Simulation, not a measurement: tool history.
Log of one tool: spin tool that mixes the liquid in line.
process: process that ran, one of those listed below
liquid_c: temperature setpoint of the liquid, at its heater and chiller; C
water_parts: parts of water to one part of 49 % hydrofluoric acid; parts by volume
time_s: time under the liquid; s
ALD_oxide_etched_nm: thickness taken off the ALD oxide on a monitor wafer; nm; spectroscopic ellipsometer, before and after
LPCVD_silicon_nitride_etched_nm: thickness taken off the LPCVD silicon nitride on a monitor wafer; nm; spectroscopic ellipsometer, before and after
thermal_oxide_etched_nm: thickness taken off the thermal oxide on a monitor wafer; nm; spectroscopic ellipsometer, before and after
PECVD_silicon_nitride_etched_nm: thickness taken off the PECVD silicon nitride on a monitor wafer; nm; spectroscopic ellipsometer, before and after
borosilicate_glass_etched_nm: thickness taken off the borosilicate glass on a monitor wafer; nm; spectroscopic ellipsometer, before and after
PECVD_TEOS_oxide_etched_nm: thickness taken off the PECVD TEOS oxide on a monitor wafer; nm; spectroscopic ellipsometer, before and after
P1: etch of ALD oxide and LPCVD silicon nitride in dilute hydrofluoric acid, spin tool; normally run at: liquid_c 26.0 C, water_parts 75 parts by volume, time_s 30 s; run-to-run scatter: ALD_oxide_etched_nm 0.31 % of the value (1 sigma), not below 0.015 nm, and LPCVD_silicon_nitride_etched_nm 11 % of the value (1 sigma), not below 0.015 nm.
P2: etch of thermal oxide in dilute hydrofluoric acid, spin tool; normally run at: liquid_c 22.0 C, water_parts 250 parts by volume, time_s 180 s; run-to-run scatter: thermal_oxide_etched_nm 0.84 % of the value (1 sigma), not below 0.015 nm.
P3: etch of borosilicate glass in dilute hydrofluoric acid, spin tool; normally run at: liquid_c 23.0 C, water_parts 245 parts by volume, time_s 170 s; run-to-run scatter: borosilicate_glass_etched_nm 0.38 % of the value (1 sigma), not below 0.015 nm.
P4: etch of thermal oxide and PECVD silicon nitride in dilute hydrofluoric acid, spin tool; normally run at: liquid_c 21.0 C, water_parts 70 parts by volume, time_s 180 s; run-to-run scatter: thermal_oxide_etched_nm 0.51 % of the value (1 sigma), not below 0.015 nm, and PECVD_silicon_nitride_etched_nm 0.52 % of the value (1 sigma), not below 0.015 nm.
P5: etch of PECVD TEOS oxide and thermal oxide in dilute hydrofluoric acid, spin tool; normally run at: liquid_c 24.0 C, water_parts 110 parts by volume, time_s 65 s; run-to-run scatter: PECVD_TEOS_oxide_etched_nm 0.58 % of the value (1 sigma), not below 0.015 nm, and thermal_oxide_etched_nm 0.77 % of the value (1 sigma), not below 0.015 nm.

run	day	process	liquid_c	water_parts	time_s	ALD_oxide_etched_nm	LPCVD_silicon_nitride_etched_nm	thermal_oxide_etched_nm	PECVD_silicon_nitride_etched_nm	borosilicate_glass_etched_nm	PECVD_TEOS_oxide_etched_nm
1	0.183	P1	26.0	75	30	7.6793	0.222330				
2	0.400	P2	22.0	155	180			4.64180			
3	0.517	P4	21.0	70	180			10.97100	12.1920		
4	0.633	P4	21.0	70	180			10.95100	11.9410		
5	0.775	P1	26.0	120	45	6.7857	0.226720				
6	0.988	P3	23.0	75	170					52.348	
7	1.100	P3	17.0	245	170					10.669	
8	1.333	P5	24.0	110	65			2.61050			5.5317
9	1.454	P4	29.5	70	180			15.49400	21.2780		
10	1.575	P2	22.0	250	30			0.42787			
11	1.804	P1	26.0	75	30	7.6365	0.243110				
12	1.933	P1	26.0	75	45	11.4380	0.341250				
13	2.100	P2	22.0	250	180			2.61680			
14	2.292	P1	26.0	135	30	3.9501	0.094647				
15	2.517	P4	21.0	125	180			5.80650	6.8423		
16	2.646	P1	26.0	75	30	7.6965	0.238520				
17	2.779	P4	21.0	70	310			18.92100	20.9430		
18	2.946	P1	26.0	75	30	7.6439	0.260130				
19	3.117	P5	24.0	65	65			4.65700			9.7745
20	3.350	P1	33.5	75	30	10.2300	0.471790				
21	3.550	P2	17.0	250	180			2.15710			
22	3.762	P1	26.0	75	30	7.6469	0.279530				
23	3.900	P3	23.0	245	285					22.277	
24	4.046	P3	23.0	245	170					13.326	
25	4.250	P1	20.0	75	30	5.9689	0.171000				
26	4.375	P5	24.0	110	25			0.99248			2.0792
27	4.500	P1	26.0	75	15	3.8791	0.090758				
28	4.750	P5	27.5	110	65			2.99700			6.2439
29	4.954	P1	26.0	75	30	7.6956	0.237780				
30	5.125	P1	26.0	30	30	20.3470	0.580640				
31	5.250	P5	24.0	110	65			2.58700			5.4353
32	5.425	P1	26.0	75	30	7.6824	0.229800				
33	5.679	P1	26.0	75	30	7.8871	0.254400				
34	5.833	P1	26.0	75	30	8.0016	0.261860				
35	5.954	P1	26.0	75	30	8.0374	0.267270				
36	6.083	P1	26.0	75	30	8.0807	0.307180				
37	6.221	P1	26.0	75	30	8.0954	0.249190				
38	6.346	P1	26.0	75	30	8.1051	0.277370				

Run 39 has not been measured yet. What should we expect?
39	6.467	P1	26.0	75	30	?	?				

Run 39 measured ALD_oxide_etched_nm 8.1284 nm, LPCVD_silicon_nitride_etched_nm 0.238060 nm.
